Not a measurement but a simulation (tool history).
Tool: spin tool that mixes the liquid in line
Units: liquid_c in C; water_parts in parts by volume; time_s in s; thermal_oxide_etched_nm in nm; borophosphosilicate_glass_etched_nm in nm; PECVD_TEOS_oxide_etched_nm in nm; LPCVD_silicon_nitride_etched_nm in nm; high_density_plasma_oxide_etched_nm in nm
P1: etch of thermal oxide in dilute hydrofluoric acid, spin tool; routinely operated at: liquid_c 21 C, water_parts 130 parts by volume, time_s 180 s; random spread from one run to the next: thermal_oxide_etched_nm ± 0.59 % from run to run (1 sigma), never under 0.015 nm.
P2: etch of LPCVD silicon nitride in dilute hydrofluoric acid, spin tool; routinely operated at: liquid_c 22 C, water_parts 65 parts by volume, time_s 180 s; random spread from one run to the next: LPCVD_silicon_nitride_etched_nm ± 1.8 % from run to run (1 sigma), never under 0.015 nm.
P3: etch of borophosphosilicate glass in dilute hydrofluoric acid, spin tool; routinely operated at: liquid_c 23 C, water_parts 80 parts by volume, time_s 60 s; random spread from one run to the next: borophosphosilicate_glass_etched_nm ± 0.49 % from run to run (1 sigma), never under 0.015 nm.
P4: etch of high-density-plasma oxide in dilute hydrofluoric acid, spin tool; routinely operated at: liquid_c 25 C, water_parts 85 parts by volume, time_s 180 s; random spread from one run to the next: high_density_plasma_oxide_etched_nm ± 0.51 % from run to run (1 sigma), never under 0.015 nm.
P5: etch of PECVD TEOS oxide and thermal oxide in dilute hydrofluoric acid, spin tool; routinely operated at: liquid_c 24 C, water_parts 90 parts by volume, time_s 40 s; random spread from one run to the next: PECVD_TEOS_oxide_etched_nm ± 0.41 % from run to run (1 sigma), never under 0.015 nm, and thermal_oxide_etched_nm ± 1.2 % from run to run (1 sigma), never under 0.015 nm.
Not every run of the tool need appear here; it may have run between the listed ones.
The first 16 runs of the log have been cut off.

run    day  process  liquid_c  water_parts  time_s  thermal_oxide_etched_nm  borophosphosilicate_glass_etched_nm  PECVD_TEOS_oxide_etched_nm  LPCVD_silicon_nitride_etched_nm  high_density_plasma_oxide_etched_nm
 17  4.829       P1        21          130     180                   5.5976
 18  5.062       P2        22           65     180                                                                                                                       1.12
 19  5.271       P1      17.5          130     110                   2.9938
 20  5.538       P3        23           80      60                                                        25.496
 21  5.796       P1        21          130      45                   1.4213
 22  6.038       P4        25           45     180                                                                                                                                                          22.911
 23  6.262       P2        22           65     180                                                                                                                      1.172
 24  6.571       P1        21           75     315                   18.161
 25  6.821       P5        24           90      40                   2.1574                                                            6.677
 26  7.054       P5        24           90      60                   3.2302                                                           9.9556
 27  7.267       P4        25           85     180                                                                                                                                                          11.576
 28  7.554       P3        23          110      60                                                        18.134

Estimate the outcome of run 29 from the log above:
 29  7.846       P4      19.5           85     180                                                                                                                                                               ?

Run 29 gave high_density_plasma_oxide_etched_nm 9.1579 nm.

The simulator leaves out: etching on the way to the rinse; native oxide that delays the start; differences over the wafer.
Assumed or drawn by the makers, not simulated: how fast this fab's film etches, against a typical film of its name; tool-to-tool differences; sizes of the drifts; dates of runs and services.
